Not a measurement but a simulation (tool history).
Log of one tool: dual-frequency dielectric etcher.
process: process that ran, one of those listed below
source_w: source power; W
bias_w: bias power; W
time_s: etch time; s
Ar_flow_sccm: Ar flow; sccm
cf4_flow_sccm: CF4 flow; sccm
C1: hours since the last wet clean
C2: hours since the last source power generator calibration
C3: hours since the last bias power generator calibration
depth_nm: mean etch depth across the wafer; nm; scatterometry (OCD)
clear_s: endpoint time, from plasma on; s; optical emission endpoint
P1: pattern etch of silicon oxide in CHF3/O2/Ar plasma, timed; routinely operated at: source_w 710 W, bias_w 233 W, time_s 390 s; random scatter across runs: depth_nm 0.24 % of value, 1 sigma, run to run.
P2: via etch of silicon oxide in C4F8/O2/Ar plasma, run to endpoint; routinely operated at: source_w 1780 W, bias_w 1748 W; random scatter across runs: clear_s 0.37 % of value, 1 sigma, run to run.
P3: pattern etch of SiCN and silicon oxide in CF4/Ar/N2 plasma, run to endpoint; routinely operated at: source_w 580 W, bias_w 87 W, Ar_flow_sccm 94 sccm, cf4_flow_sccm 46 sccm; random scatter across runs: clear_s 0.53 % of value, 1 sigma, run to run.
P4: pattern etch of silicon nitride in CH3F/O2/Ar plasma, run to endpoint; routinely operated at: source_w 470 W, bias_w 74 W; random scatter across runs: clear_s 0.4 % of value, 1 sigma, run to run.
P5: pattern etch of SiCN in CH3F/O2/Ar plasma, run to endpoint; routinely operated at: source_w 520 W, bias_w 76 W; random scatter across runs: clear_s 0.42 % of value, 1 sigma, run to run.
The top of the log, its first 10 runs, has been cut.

run 11 day=2.596 | process=P4 source_w=470 bias_w=74 | C1=411.8 C2=820 C3=932.8 | clear_s=41.041
run 12 day=2.871 | process=P1 source_w=710 bias_w=326 time_s=390 | C1=418.4 C2=826.6 C3=939.4 | depth_nm=1021.3
run 13 day=3.183 | process=P3 source_w=580 bias_w=87 Ar_flow_sccm=125 cf4_flow_sccm=46 | C1=425.9 C2=834.1 C3=946.9 | clear_s=15.578
run 14 day=3.529 | process=P3 source_w=580 bias_w=87 Ar_flow_sccm=94 cf4_flow_sccm=46 | C1=434.2 C2=842.4 C3=955.2 | clear_s=14.898
-- day=3.846 source power generator calibrated
run 15 day=3.888 | process=P3 source_w=580 bias_w=87 Ar_flow_sccm=94 cf4_flow_sccm=46 | C1=442.8 C2=1.1 C3=963.8 | clear_s=15.001
run 16 day=4.162 | process=P1 source_w=710 bias_w=233 time_s=574 | C1=449.4 C2=7.7 C3=970.4 | depth_nm=1333.2
run 17 day=4.479 | process=P4 source_w=470 bias_w=103 | C1=457 C2=15.3 C3=978 | clear_s=36.425
run 18 day=4.733 | process=P1 source_w=710 bias_w=233 time_s=390 | C1=463.1 C2=21.4 C3=984.1 | depth_nm=904.96
run 19 day=4.983 | process=P5 source_w=390 bias_w=76 | C1=469.1 C2=27.4 C3=990.1 | clear_s=31.036
run 20 day=5.171 | process=P3 source_w=580 bias_w=60 Ar_flow_sccm=94 cf4_flow_sccm=46 | C1=473.6 C2=31.9 C3=994.6 | clear_s=17.05
run 21 day=5.367 | process=P1 source_w=980 bias_w=167 time_s=390 | C1=478.3 C2=36.6 C3=999.3 | depth_nm=916.26
run 22 day=5.633 | process=P1 source_w=420 bias_w=233 time_s=390 | C1=484.7 C2=43 C3=1005.7 | depth_nm=742.21
run 23 day=5.796 | process=P2 source_w=1780 bias_w=1748 | C1=488.6 C2=46.9 C3=1009.6 | clear_s=250.06
-- day=5.962 bias power generator calibrated
run 24 day=6.054 | process=P1 source_w=710 bias_w=159 time_s=390 | C1=494.8 C2=53.1 C3=2.3 | depth_nm=793.17
run 25 day=6.367 | process=P1 source_w=710 bias_w=233 time_s=390 | C1=502.3 C2=60.6 C3=9.8 | depth_nm=897.83
run 26 day=6.658 | process=P1 source_w=710 bias_w=233 time_s=294.5 | C1=509.3 C2=67.6 C3=16.8 | depth_nm=683.62
run 27 day=6.929 | process=P2 source_w=2450 bias_w=1748 | C1=515.8 C2=74.1 C3=23.3 | clear_s=219.66
run 28 day=7.188 | process=P1 source_w=710 bias_w=233 time_s=390 | C1=522 C2=80.3 C3=29.5 | depth_nm=905.61
run 29 day=7.542 | process=P1 source_w=710 bias_w=233 time_s=390 | C1=530.5 C2=88.8 C3=38 | depth_nm=894.24
run 30 day=7.825 | process=P1 source_w=710 bias_w=233 time_s=390 | C1=537.3 C2=95.6 C3=44.8 | depth_nm=891.26

Expected results for the next run?
-- day=8.121 wet clean of the chamber
run 31 day=8.133 | process=P1 source_w=710 bias_w=233 time_s=390 | C1=0.3 C2=103 C3=52.2 | depth_nm=?

{"run 31": {"depth_nm": 888.21}}
